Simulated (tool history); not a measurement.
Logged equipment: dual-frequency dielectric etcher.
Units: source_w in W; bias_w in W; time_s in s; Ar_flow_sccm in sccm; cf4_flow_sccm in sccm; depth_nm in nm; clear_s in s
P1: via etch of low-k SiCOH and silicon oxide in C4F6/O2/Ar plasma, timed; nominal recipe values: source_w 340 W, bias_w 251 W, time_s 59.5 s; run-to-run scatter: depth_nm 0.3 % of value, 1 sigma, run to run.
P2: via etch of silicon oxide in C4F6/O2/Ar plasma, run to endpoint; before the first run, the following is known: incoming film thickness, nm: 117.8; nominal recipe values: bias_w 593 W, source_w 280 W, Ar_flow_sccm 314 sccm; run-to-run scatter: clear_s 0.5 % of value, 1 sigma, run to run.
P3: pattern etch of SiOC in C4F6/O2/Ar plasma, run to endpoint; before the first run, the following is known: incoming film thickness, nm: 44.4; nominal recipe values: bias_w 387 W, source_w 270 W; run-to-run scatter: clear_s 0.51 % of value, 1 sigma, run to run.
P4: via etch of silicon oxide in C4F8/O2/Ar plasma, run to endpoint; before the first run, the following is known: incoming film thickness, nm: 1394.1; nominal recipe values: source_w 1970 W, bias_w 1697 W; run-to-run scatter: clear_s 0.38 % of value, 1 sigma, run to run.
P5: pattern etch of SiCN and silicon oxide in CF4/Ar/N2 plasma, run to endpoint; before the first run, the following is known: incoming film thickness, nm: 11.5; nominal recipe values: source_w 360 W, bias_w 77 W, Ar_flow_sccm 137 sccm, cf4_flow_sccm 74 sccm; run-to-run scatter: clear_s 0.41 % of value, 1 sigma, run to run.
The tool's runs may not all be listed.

run,hour,process,source_w,bias_w,time_s,Ar_flow_sccm,cf4_flow_sccm,depth_nm,clear_s
1,14.9,P1,340,251,59.5,,,175.57,
2,30.5,P1,340,251,76.0,,,224.11,
3,39.8,P2,280,593,,314,,,27.862
4,54.0,P1,340,251,33.5,,,98.74,
5,66.4,P1,340,335,59.5,,,194.56,
6,77.2,P3,370,387,,,,,16.809
7,85.9,P4,1260,1697,,,,,351.810
8,97.3,P5,360,77,,82,74,,15.284
9,104.4,P3,270,530,,,,,16.669
10,119.2,P1,250,251,59.5,,,157.30,
11,127.7,P4,1970,1138,,,,,324.040
12,135.8,P4,1970,1697,,,,,293.520
13,146.7,P5,360,77,,137,47,,17.691
14,153.7,P5,270,77,,137,74,,21.139
15,166.1,P5,360,103,,137,74,,14.825
16,175.0,P1,440,251,59.5,,,194.70,
17,184.9,P1,340,251,59.5,,,175.37,
18,194.2,P1,460,311,59.5,,,212.47,
19,209.1,P1,340,251,59.5,,,175.50,
20,216.8,P1,340,251,59.5,,,176.08,
21,227.0,P1,340,251,59.5,,,175.70,
22,240.3,P2,390,593,,314,,,24.589
23,253.6,P2,280,593,,191,,,26.288
24,263.1,P2,280,759,,314,,,25.220
25,278.3,P4,1970,1697,,,,,293.560
# hour 280.2: source power generator calibrated
26,290.8,P1,340,191,59.5,,,160.35,
27,302.8,P1,340,251,59.5,,,176.57,
28,318.5,P3,270,387,,,,,18.811
29,331.3,P2,280,593,,314,,,27.675
30,341.0,P5,360,77,,137,74,,16.486
31,349.1,P1,340,251,59.5,,,175.26,
32,356.7,P1,340,251,59.5,,,175.53,
33,370.8,P1,340,251,59.5,,,174.41,
34,383.0,P1,340,251,59.5,,,173.37,

Predict the results of run 35:
35,396.1,P1,340,251,59.5,,,?,

depth_nm: 174.83 nm
